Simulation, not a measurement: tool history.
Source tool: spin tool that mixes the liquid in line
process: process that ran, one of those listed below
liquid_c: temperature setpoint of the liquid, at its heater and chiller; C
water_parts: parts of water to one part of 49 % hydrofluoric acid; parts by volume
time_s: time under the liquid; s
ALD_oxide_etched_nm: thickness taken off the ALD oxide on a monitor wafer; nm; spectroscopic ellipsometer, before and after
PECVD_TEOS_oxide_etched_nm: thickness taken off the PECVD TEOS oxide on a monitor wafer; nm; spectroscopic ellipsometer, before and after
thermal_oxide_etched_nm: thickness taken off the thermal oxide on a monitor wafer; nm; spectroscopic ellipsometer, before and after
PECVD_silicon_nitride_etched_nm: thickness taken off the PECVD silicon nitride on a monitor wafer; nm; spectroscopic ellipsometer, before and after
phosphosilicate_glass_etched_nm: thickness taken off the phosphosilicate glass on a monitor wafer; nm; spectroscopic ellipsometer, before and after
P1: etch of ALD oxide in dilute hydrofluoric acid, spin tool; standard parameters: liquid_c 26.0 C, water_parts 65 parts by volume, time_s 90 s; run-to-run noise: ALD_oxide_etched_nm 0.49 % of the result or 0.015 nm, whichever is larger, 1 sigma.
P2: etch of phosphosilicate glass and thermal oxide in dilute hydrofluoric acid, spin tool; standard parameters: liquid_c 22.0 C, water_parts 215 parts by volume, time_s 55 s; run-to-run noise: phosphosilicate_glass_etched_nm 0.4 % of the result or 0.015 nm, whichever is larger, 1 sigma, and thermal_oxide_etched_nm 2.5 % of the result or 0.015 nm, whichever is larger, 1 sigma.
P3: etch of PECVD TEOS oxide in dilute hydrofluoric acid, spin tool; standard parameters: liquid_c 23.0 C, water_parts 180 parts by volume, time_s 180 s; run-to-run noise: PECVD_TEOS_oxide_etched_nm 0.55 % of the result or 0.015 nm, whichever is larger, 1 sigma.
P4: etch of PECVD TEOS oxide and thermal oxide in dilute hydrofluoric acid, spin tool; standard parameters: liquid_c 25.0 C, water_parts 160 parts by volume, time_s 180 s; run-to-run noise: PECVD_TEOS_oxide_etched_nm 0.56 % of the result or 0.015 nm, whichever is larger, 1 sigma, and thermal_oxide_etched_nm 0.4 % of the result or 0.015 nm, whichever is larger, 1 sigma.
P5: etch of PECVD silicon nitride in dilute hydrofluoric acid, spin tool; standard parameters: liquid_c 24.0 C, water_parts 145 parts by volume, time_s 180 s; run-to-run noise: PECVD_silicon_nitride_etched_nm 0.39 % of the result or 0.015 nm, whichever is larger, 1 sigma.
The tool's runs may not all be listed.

run   hour  process  liquid_c  water_parts  time_s  ALD_oxide_etched_nm  PECVD_TEOS_oxide_etched_nm  thermal_oxide_etched_nm  PECVD_silicon_nitride_etched_nm  phosphosilicate_glass_etched_nm
  1    7.5       P1      26.0           65      90               27.508
  2   13.3       P4      25.0          160     340                                          42.7850                  9.97310
  3   18.8       P3      23.0          180     180                                           7.4189
  4   28.8       P5      24.0          145     345                                                                                                    11.0530
  5   38.8       P1      26.0           65      90               27.585
  6   43.8       P2      22.0          215      55                                                                   1.07200                                                            41.395
  7   53.1       P1      26.0           65      45               13.887
  8   60.7       P1      34.0           65      90               37.660
  9   67.5       P3      23.0          180     275                                          11.2970
 10   76.7       P1      26.0           40      90               46.621
 11   86.6       P2      22.0          215     110                                                                   2.09530                                                            83.286
 12   92.6       P1      22.0           65      90               23.385
 13  103.4       P3      17.0          180     180                                           5.8128
 14  112.4       P5      24.0          245     180                                                                                                     3.4007
 15  120.3       P5      17.0          145     180                                                                                                     3.5832
 16  129.6       P2      22.0           50      55                                                                   5.26610                                                           215.080
 17  137.4       P4      25.0          160     180                                          22.6250                  5.29950
 18  143.9       P1      26.0           65     130               39.750
     149.9  -- hydrofluoric acid flow meter replaced
 19  152.9       P3      23.0          180     180                                           7.3653
 20  159.0       P4      33.0          160     180                                          29.8350                  7.06220
 21  167.7       P1      26.0           65      90               27.380
 22  172.5       P3      23.0           85     180                                          17.3890
 23  178.0       P4      25.0           70     180                                          57.7420                 13.66500
 24  186.2       P1      26.0           25      15               12.655
 25  191.1       P1      26.0           65      90               27.607
 26  200.0       P1      26.0           65      90               27.336
 27  206.5       P2      17.5          215      55                                                                   0.86579                                                            35.339
 28  214.1       P5      24.0          145     180                                                                                                     5.7621
 29  220.2       P1      26.0          110      90               15.431
 30  228.3       P1      26.0           65      90               27.611
 31  235.6       P1      26.0           65      90               27.089
 32  243.3       P1      26.0           65      90               26.584
 33  250.0       P1      26.0           65      90               26.208
 34  259.4       P1      26.0           65      90               26.192
 35  269.4       P1      26.0           65      90               25.749

Run 36, settings as shown, results not yet in. Your forecast:
 36  279.8       P1      26.0           65      90                    ?

ALD_oxide_etched_nm: 26.087 nm
